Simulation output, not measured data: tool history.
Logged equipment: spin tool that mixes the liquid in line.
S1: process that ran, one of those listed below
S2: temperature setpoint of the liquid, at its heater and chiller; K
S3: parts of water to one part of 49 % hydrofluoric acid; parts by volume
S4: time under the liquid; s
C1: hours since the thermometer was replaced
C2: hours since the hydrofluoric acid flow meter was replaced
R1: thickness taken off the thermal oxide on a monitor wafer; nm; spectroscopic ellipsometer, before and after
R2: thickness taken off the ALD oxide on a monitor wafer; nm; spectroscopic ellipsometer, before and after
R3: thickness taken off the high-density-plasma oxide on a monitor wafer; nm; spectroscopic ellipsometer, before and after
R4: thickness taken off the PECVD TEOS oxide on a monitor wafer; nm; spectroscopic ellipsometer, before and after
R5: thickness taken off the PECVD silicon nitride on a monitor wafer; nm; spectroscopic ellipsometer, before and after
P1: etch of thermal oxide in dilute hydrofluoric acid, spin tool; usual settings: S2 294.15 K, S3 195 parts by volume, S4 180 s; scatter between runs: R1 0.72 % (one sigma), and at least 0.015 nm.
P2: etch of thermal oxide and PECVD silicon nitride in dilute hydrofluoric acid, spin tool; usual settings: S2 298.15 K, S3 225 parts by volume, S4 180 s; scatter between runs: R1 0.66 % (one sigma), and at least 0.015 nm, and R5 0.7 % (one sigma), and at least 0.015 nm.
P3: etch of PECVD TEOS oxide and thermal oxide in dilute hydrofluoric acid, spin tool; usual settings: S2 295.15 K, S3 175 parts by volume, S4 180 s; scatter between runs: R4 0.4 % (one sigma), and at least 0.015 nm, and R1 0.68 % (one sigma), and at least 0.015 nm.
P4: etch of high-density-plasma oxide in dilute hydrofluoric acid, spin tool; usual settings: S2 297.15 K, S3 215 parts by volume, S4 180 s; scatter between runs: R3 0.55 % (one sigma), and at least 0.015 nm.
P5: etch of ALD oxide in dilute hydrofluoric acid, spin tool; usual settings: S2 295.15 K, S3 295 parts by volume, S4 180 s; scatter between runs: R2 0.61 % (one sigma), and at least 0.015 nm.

| run | hour | S1 | S2 | S3 | S4 | C1 | C2 | R1 | R2 | R3 | R4 | R5 |
|---|---|---|---|---|---|---|---|---|---|---|---|---|
| 1 | 8.3 | P1 | 294.15 | 195 | 180 | 381.9 | 1199.6 | 3.3039 |  |  |  |  |
| 2 | 16.8 | P5 | 295.15 | 295 | 45 | 390.4 | 1208.1 |  | 1.2526 |  |  |  |
| 3 | 25.8 | P4 | 304.15 | 215 | 180 | 399.4 | 1217.1 |  |  | 6.4321 |  |  |
| 4 | 33.3 | P3 | 295.15 | 85 | 180 | 406.9 | 1224.6 | 8.9619 |  |  | 22.854 |  |
| 5 | 42.6 | P3 | 303.65 | 175 | 180 | 416.2 | 1233.9 | 5.4598 |  |  | 13.659 |  |
| 6 | 49.8 | P3 | 295.15 | 175 | 180 | 423.4 | 1241.1 | 3.9126 |  |  | 9.9655 |  |
| 7 | 58.9 | P4 | 297.15 | 215 | 180 | 432.5 | 1250.2 |  |  | 5.0575 |  |  |
| 8 | 67.3 | P5 | 295.15 | 435 | 180 | 440.9 | 1258.6 |  | 2.9941 |  |  |  |
| 9 | 77.5 | P2 | 298.15 | 225 | 45 | 451.1 | 1268.8 | 0.83416 |  |  |  | 0.86926 |
| 10 | 85.4 | P2 | 298.15 | 225 | 180 | 459 | 1276.7 | 3.3557 |  |  |  | 3.5099 |
| 11 | 92 | P1 | 294.15 | 195 | 355 | 465.6 | 1283.3 | 6.5122 |  |  |  |  |
| 12 | 102.5 | P5 | 295.15 | 295 | 180 | 476.1 | 1293.8 |  | 4.9401 |  |  |  |
| 13 | 107.2 | P1 | 294.15 | 195 | 180 | 480.8 | 1298.5 | 3.2668 |  |  |  |  |
| 14 | 113.9 | P3 | 295.15 | 175 | 305 | 487.5 | 1305.2 | 6.6634 |  |  | 16.919 |  |
| 15 | 119.7 | P1 | 294.15 | 195 | 180 | 493.3 | 1311 | 3.2908 |  |  |  |  |
| 16 | 127 | P1 | 294.15 | 195 | 180 | 500.6 | 1318.3 | 3.313 |  |  |  |  |
| 17 | 132.9 | P1 | 294.15 | 195 | 180 | 506.5 | 1324.2 | 3.3083 |  |  |  |  |
| 18 | 139.3 | P2 | 305.65 | 225 | 180 | 512.9 | 1330.6 | 4.3673 |  |  |  | 5.4821 |
| 19 | 146.7 | P1 | 290.15 | 195 | 180 | 520.3 | 1338 | 2.828 |  |  |  |  |
| 20 | 155.3 | P2 | 298.15 | 320 | 180 | 528.9 | 1346.6 | 2.1537 |  |  |  | 2.4817 |
| 21 | 164 | P1 | 294.15 | 305 | 180 | 537.6 | 1355.3 | 1.8726 |  |  |  |  |
| 22 | 169.6 | P4 | 297.15 | 215 | 20 | 543.2 | 1360.9 |  |  | 0.55627 |  |  |
| 23 | 174.9 | P1 | 294.15 | 195 | 90 | 548.5 | 1366.2 | 1.6878 |  |  |  |  |
| 24 | 182.1 | P5 | 295.15 | 295 | 180 | 555.7 | 1373.4 |  | 4.9641 |  |  |  |
| 25 | 187.7 | P1 | 290.15 | 320 | 180 | 561.3 | 1379 | 1.5319 |  |  |  |  |
| 26 | 192.7 | P4 | 297.15 | 40 | 180 | 566.3 | 1384 |  |  | 33.381 |  |  |
| 27 | 199.4 | P1 | 294.15 | 35 | 180 | 573 | 1390.7 | 21.877 |  |  |  |  |
| 28 | 205.3 | P5 | 290.65 | 295 | 180 | 578.9 | 1396.6 |  | 4.2133 |  |  |  |
| 29 | 214.7 | P1 | 300.65 | 195 | 180 | 588.3 | 1406 | 4.1866 |  |  |  |  |
| 30 | 223.3 | P1 | 294.15 | 195 | 180 | 596.9 | 1414.6 | 3.2698 |  |  |  |  |
| 31 | 228.1 | P1 | 294.15 | 195 | 180 | 601.7 | 1419.4 | 3.2581 |  |  |  |  |
| 32 | 235.1 | P1 | 294.15 | 195 | 180 | 608.7 | 1426.4 | 3.173 |  |  |  |  |
| 33 | 242 | P1 | 294.15 | 195 | 180 | 615.6 | 1433.3 | 3.0788 |  |  |  |  |
| 34 | 250.8 | P1 | 294.15 | 195 | 180 | 624.4 | 1442.1 | 3.0858 |  |  |  |  |
| 35 | 260.8 | P1 | 294.15 | 195 | 180 | 634.4 | 1452.1 | 3.1056 |  |  |  |  |
| 36 | 267.5 | P1 | 294.15 | 195 | 180 | 641.1 | 1458.8 | 3.0786 |  |  |  |  |

P1 no longer gives what it gave before; its output has crept away from where it was. The following 2 causes, each at its listed size, fit the log equally well:
A: liquid colder than its thermometer reads (K) = 1.81
B: hydrofluoric acid flow below the setpoint (%) = 5.64
The creep began at about hour 223.3.

Which of the check runs below tells the causes apart, meaning the causes would give it clearly different results? Each run uses 2 wafers whose results are averaged, and each result is shown as a question mark.
| check 1 | 274.2 | P2 | 298.15 | 225 | 180 |  |  | ? |  |  |  | ? |
| check 2 | 274.2 | P3 | 295.15 | 175 | 180 |  |  | ? |  |  | ? |  |
| check 3 | 274.2 | P5 | 295.15 | 295 | 180 |  |  |  | ? |  |  |  |
| check 4 | 274.2 | P4 | 297.15 | 215 | 180 |  |  |  |  | ? |  |  |

Predicted outcomes, by check and by cause:
| check | result | if A | if B |
|---|---|---|---|
| check 1 | R1 | 3.1502 | 3.1295 |
| check 1 | R5 | 3.1187 | 3.2966 |
| check 2 | R1 | 3.6586 | 3.6625 |
| check 2 | R4 | 9.3244 | 9.3346 |
| check 3 | R2 | 4.6396 | 4.5978 |
| check 4 | R3 | 4.7252 | 4.7035 |
Separation of the two closest causes in each check, using whichever result separates them best: check 1 5.55 %; check 2 0.11 %; check 3 0.91 %; check 4 0.46 %
Check 1 distinguishes between the causes, while the remaining checks would return nearly the same result for all of them.

Then check 1 was run and gave: R1 3.0988 nm; R5 3.2665 nm. Which cause is it?

It is B: hydrofluoric acid flow below the setpoint (%).
